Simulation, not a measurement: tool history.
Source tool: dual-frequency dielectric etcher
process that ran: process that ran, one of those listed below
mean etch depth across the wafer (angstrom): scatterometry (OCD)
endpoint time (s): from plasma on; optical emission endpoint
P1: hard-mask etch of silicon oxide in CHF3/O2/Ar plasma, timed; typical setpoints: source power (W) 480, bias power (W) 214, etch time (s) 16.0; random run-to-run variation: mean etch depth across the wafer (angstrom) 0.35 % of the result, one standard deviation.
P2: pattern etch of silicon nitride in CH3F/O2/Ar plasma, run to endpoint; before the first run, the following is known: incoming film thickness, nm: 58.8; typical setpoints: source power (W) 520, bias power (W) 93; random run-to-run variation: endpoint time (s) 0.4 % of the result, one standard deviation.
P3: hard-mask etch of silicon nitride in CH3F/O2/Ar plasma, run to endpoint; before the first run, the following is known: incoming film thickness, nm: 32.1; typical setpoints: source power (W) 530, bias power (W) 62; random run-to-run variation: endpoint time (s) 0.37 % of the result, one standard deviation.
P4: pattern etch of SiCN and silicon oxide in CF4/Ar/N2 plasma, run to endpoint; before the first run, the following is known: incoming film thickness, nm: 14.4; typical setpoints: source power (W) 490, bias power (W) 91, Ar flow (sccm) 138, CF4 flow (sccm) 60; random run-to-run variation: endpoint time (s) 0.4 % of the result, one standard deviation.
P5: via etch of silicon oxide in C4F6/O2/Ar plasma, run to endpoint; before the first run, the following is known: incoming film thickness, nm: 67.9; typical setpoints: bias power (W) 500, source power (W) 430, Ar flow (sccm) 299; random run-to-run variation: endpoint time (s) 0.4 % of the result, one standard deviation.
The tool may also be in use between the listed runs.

run   hour  process that ran  source power (W)  bias power (W)  etch time (s)  Ar flow (sccm)  CF4 flow (sccm)  mean etch depth across the wafer (angstrom)  endpoint time (s)
  1    6.9                P1               480             214           16.0                                                                        308.90
  2   17.0                P1               480             214           16.0                                                                        306.46
  3   26.9                P1               390             214           16.0                                                                        284.61
  4   35.2                P4               490              91                            138               60                                                          15.301
  5   43.9                P1               480             304           16.0                                                                        348.51
  6   53.7                P2               730              93                                                                                                          63.339
  7   59.7                P5               430             500                            299                                                                           14.593
  8   70.6                P1               480             214           16.0                                                                        304.76
  9   78.9                P2               520              65                                                                                                          81.848
 10   87.6                P5               430             500                            399                                                                           15.085
 11   96.9                P3               530              62                                                                                                          43.604
 12  104.4                P3               530              77                                                                                                          40.368
 13  111.2                P1               480             214           21.5                                                                        411.27
 14  121.1                P3               530              62                                                                                                          43.776
 15  131.7                P4               490              91                            138               37                                                          16.385
 16  137.4                P3               360              62                                                                                                          50.698
 17  144.2                P1               480             214            9.0                                                                        173.12
 18  154.1                P1               480             168           21.0                                                                        370.76
 19  161.4                P1               480             160           16.0                                                                        277.74
 20  170.9                P4               490              91                             87               60                                                          14.227
 21  176.8                P5               250             500                            299                                                                           17.893
 22  184.5                P4               640              91                            138               60                                                          11.968
     188.4  -- bias power generator calibrated
     189.1  -- source power generator calibrated
 23  190.4                P2               520              93                                                                                                          71.955
 24  202.6                P1               480             214           16.0                                                                        306.43
 25  209.0                P1               600             214           16.0                                                                        332.69
 26  218.0                P5               430             500                            299                                                                           14.559
 27  228.2                P4               490             108                            138               60                                                          14.165
 28  239.0                P5               430             319                            299                                                                           17.264
 29  248.0                P4               490              91                            138               60                                                          15.262
 30  254.9                P1               480             214           16.0                                                                        306.32
 31  263.6                P1               480             214           16.0                                                                        303.67
 32  270.7                P1               480             214           16.0                                                                        302.29
     276.9  -- wet clean of the chamber
 33  279.9                P1               480             214           16.0                                                                        301.11
 34  292.3                P1               480             214           16.0                                                                        301.58
 35  304.7                P1               480             214           16.0                                                                        300.63
 36  312.5                P1               480             214           16.0                                                                        300.55

Something has made what P1 gives creep away from where it was; the 2 causes below, each at its own stated size, fit the log equally well:
A: bias power that arrives under what is set, % = 4.85
B: source power that arrives under what is set, % = 4.52
At approximately hour 254.9, the process output began to creep.
Why every other cause is out:
chamber walls in a state that lowers the etch rate, %: work on it at hour 276.9, done after the drift set in, did not restore what the process gave before

Of the 4 check runs below, each run on 2 wafers with the results averaged and each result still a question mark, which one would tell the listed causes apart?
check 1  320.3                P2               520              93                                                                                                               ?
check 2  320.3                P4               490              91                            138               60                                                               ?
check 3  320.3                P3               530              62                                                                                                               ?
check 4  320.3                P5               430             500                            299                                                                                ?

Outcome of each check run for each possible cause:
  check             result    if A    if B
check 1  endpoint time (s)  73.197  73.182
check 2  endpoint time (s)  15.511  15.848
check 3  endpoint time (s)  44.261  44.345
check 4  endpoint time (s)  14.880  14.860
Smallest distance between any two causes, each pair judged by its most separating result, in per cent: check 1 0.02 %; check 2 2.15 %; check 3 0.19 %; check 4 0.14 %
Check 2 is the one run that separates the causes; every other check would come out nearly the same whichever cause is at work.

Check 2 was then run and gave: endpoint time (s) 15.868. Which cause is it?

The cause is B: source power that arrives under what is set, %.

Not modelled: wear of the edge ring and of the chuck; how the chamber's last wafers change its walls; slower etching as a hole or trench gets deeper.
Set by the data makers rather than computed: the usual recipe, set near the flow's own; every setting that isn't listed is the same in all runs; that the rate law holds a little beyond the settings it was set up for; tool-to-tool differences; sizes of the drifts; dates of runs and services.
